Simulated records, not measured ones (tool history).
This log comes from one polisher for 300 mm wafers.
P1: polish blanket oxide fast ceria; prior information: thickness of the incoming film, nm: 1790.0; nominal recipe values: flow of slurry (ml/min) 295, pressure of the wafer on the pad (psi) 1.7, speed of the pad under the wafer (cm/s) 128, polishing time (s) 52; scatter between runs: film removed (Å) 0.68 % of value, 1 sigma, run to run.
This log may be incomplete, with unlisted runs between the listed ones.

run     day  flow of slurry (ml/min)  pressure of the wafer on the pad (psi)  speed of the pad under the wafer (cm/s)  polishing time (s)  wafers polished on this pad  hours since the slurry nozzle was cleaned  hours since the head pressure was calibrated  film removed (Å)
  1   0.504                      295                                     1.7                                      128                  52                          576                                      132.2                                         684.6            7267.5
  2   0.988                      295                                     1.7                                      128                  52                          696                                      143.8                                         696.2            7238.1
  3   1.367                      295                                     2.7                                      128                  52                          789                                      152.9                                         705.3           11416.0
  4   1.892                      400                                     1.7                                      128                  52                          919                                      165.5                                         717.9            7478.1
  5   2.375                      295                                     1.7                                       92                  52                         1039                                      177.1                                         729.5            5248.5
  6   2.788                      175                                     1.1                                      128                  52                         1141                                      187.0                                         739.4            4379.7
  7   3.467                      295                                     1.7                                      128                  52                         1309                                      203.3                                         755.7            7253.9
  8   3.967                      295                                     1.1                                      128                  52                         1432                                      215.3                                         767.7            4716.3
  9   4.500                      295                                     1.7                                      128                  76                         1564                                      228.1                                         780.5           10521.0
 10   5.167                      295                                     1.7                                      128                  23                         1729                                      244.1                                         796.5            3206.0
 11   5.517                      180                                     1.7                                      128                  52                         1815                                      252.5                                         804.9            6722.3
 12   6.100                      295                                     1.7                                      128                  52                         1960                                      266.5                                         818.9            7256.4
 13   6.483                      295                                     1.7                                      128                  52                         2054                                      275.7                                         828.1            7215.1
 14   7.038                      295                                     1.7                                      128                  52                         2191                                      289.0                                         841.4            7255.4
 15   7.612                      295                                     1.7                                      128                  52                         2334                                      302.8                                         855.2            7271.4
 16   8.012                      295                                     1.7                                      186                  52                         2432                                      312.4                                         864.8           10658.0
 17   8.650                      295                                     1.7                                      128                  52                         2590                                      327.7                                         880.1            7278.3
 18   9.308                      295                                     1.7                                      128                  52                         2753                                      343.5                                         895.9            7210.7
 19  10.021                      295                                     1.7                                      128                  52                         2929                                      360.6                                         913.0            7001.8
 20  10.612                      295                                     1.7                                      128                  52                         3075                                      374.8                                         927.2            7028.6
 21  11.196                      295                                     1.7                                      128                  52                         3220                                      388.8                                         941.2            7039.4
     11.446  -- worn pad replaced by a new one
 22  11.700                      295                                     1.7                                      128                  52                           63                                      400.9                                         953.3            7037.3
 23  12.100                      295                                     1.7                                      128                  52                          162                                      410.5                                         962.9            7092.9
 24  12.708                      295                                     1.7                                      128                  52                          312                                      425.1                                         977.5            7045.8
 25  13.096                      295                                     1.7                                      128                  52                          408                                      434.4                                         986.8            7016.5
 26  13.446                      295                                     1.7                                      128                  52                          495                                      442.8                                         995.2            6975.2
 27  13.992                      295                                     1.7                                      128                  52                          630                                      455.9                                        1008.3            6992.3

The log shows P1 creeping away from where it was. Any of the 2 causes listed here, at the size stated for it, fits the log just as well as the others:
A: slurry flow missing at the pad, % = 29
B: head's pressure below its setpoint, % = 3.65
The process output started creeping at around day 8.650.
What rules out each remaining cause:
removal rate lost through wear of the pad, %: work on it at day 11.446, done after the drift set in, did not restore what the process gave before

Which of the 4 check runs listed below, each an average over 5 wafers with its results shown as question marks, gives clearly different results under the different listed causes?
check 1  14.538                      295                                     2.2                                      128                  52                                                                                                                                       ?
check 2  14.538                      295                                     1.2                                      128                  35                                                                                                                                       ?
check 3  14.538                      355                                     1.7                                      128                  37                                                                                                                                       ?
check 4  14.538                      180                                     1.7                                      128                  52                                                                                                                                       ?

How each check would come out, cause by cause:
  check            result    if A    if B
check 1  film removed (Å)  9046.2  9045.9
check 2  film removed (Å)  3321.2  3321.0
check 3  film removed (Å)  5082.3  5051.6
check 4  film removed (Å)  6454.4  6597.1
How far apart the two closest causes lie, in the result that separates them most: check 1 0 %; check 2 0 %; check 3 0.61 %; check 4 2.19 %
Check 4 distinguishes between the causes, while the remaining checks would return nearly the same result for all of them.

Running check 4 produced the following: film removed (Å) 6608.7. Which one of the listed causes fits?

B is the cause: head's pressure below its setpoint, %.

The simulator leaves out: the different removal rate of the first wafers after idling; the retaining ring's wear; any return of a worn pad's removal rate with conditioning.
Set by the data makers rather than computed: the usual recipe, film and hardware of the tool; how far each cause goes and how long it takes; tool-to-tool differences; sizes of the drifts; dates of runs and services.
